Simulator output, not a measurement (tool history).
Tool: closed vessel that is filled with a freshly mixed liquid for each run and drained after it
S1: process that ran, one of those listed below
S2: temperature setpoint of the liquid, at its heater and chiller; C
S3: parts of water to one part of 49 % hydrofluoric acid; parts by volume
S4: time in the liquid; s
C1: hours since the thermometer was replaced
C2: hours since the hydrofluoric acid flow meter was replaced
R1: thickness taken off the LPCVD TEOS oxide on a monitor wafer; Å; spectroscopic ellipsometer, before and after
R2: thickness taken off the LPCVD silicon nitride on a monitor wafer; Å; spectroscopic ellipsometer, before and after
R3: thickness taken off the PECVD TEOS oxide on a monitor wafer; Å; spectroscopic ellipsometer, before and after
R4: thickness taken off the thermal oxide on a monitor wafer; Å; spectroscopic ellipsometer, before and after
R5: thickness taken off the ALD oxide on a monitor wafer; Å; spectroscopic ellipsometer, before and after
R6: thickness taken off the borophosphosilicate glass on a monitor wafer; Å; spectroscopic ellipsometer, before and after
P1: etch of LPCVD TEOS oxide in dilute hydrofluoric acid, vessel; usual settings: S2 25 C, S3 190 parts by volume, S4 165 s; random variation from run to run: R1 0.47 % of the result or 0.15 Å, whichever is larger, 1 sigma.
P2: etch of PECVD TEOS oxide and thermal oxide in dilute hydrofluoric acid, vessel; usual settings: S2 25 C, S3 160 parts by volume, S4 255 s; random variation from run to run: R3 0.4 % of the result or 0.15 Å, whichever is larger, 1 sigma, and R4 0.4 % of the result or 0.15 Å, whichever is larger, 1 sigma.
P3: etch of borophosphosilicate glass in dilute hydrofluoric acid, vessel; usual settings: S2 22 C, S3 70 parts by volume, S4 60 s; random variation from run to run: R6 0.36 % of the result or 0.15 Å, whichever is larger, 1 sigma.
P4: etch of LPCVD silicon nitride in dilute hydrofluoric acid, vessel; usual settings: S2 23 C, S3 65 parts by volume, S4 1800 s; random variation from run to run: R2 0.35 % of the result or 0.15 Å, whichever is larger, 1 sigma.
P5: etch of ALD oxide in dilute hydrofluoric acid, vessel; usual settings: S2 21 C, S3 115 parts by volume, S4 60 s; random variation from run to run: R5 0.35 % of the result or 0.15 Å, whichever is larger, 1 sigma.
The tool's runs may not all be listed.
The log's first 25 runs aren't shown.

run   hour  S1  S2   S3   S4     C1     C2      R1  R2  R3  R4      R5      R6
 26  261.8  P5  21  115   30  583.8  625.5                      75.936
 27  273.6  P1  25  325  165  595.6  637.3  146.87
 28  280.7  P3  30   70   60  602.7  644.4                              368.17
 29    294  P3  22   70   60    616  657.7                              267.16
 30  301.4  P1  25  190  165  623.4  665.1  284.87
 31  311.3  P1  25  190  165  633.3    675  296.28
 32  322.4  P1  25  190  165  644.4  686.1  298.52
 33  329.8  P1  25  190  165  651.8  693.5  300.38
 34  338.6  P1  25  190  165  660.6  702.3  303.32

Forecast run 35:
 35  351.7  P1  25  190  165  673.7  715.4   ?

Run 35 gave R1 304.08 Å.

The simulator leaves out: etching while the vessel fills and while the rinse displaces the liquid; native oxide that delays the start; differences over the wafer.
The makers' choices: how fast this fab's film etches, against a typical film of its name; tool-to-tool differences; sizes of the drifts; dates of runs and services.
